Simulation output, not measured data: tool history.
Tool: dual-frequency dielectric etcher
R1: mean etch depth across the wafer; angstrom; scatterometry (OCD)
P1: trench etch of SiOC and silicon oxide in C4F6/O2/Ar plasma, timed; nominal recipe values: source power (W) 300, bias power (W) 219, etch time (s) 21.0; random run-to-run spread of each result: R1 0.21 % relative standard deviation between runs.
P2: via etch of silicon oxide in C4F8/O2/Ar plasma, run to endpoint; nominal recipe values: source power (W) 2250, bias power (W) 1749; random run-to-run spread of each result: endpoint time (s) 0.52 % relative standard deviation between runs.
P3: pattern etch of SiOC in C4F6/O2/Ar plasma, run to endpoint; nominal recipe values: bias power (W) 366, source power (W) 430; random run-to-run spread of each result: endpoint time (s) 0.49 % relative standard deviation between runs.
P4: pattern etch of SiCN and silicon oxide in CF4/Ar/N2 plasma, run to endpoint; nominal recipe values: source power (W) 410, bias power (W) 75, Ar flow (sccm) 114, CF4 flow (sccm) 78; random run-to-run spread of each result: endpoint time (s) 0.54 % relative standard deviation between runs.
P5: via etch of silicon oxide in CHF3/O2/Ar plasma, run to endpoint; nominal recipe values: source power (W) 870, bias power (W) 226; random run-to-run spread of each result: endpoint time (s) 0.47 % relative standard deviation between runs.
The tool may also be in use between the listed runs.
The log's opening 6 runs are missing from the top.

Run 7, hour 75.5: process that ran P4, source power (W) 410, bias power (W) 75, Ar flow (sccm) 114, CF4 flow (sccm) 62. Result: endpoint time (s) 14.477.
Run 8, hour 88.2: process that ran P2, source power (W) 2250, bias power (W) 1749. Result: endpoint time (s) 359.950.
Run 9, hour 94.6: process that ran P1, source power (W) 300, bias power (W) 219, etch time (s) 11.5. Result: R1 215.49 angstrom.
Run 10, hour 100.8: process that ran P3, source power (W) 430, bias power (W) 366. Result: endpoint time (s) 12.851.
Run 11, hour 111.8: process that ran P1, source power (W) 300, bias power (W) 219, etch time (s) 21.0. Result: R1 394.82 angstrom.
Run 12, hour 121.2: process that ran P1, source power (W) 300, bias power (W) 219, etch time (s) 27.0. Result: R1 507.45 angstrom.
Run 13, hour 135.1: process that ran P1, source power (W) 300, bias power (W) 219, etch time (s) 21.0. Result: R1 394.00 angstrom.
Run 14, hour 147.6: process that ran P1, source power (W) 300, bias power (W) 219, etch time (s) 21.0. Result: R1 394.45 angstrom.
Run 15, hour 156.6: process that ran P3, source power (W) 430, bias power (W) 456. Result: endpoint time (s) 11.694.
Run 16, hour 169.7: process that ran P4, source power (W) 410, bias power (W) 75, Ar flow (sccm) 68, CF4 flow (sccm) 78. Result: endpoint time (s) 13.080.
Run 17, hour 178.5: process that ran P1, source power (W) 300, bias power (W) 142, etch time (s) 28.5. Result: R1 464.77 angstrom.
At hour 181.8: wet clean of the chamber.
Run 18, hour 192.2: process that ran P1, source power (W) 300, bias power (W) 160, etch time (s) 21.0. Result: R1 353.88 angstrom.
Run 19, hour 200.0: process that ran P1, source power (W) 390, bias power (W) 219, etch time (s) 21.0. Result: R1 435.67 angstrom.
Run 20, hour 207.6: process that ran P5, source power (W) 870, bias power (W) 287. Result: endpoint time (s) 186.480.

Run 21, settings as shown, results not yet in. Your forecast:
Run 21, hour 217.4: process that ran P1, source power (W) 300, bias power (W) 269, etch time (s) 21.0. Result: R1 ?.

R1: 421.63 angstrom
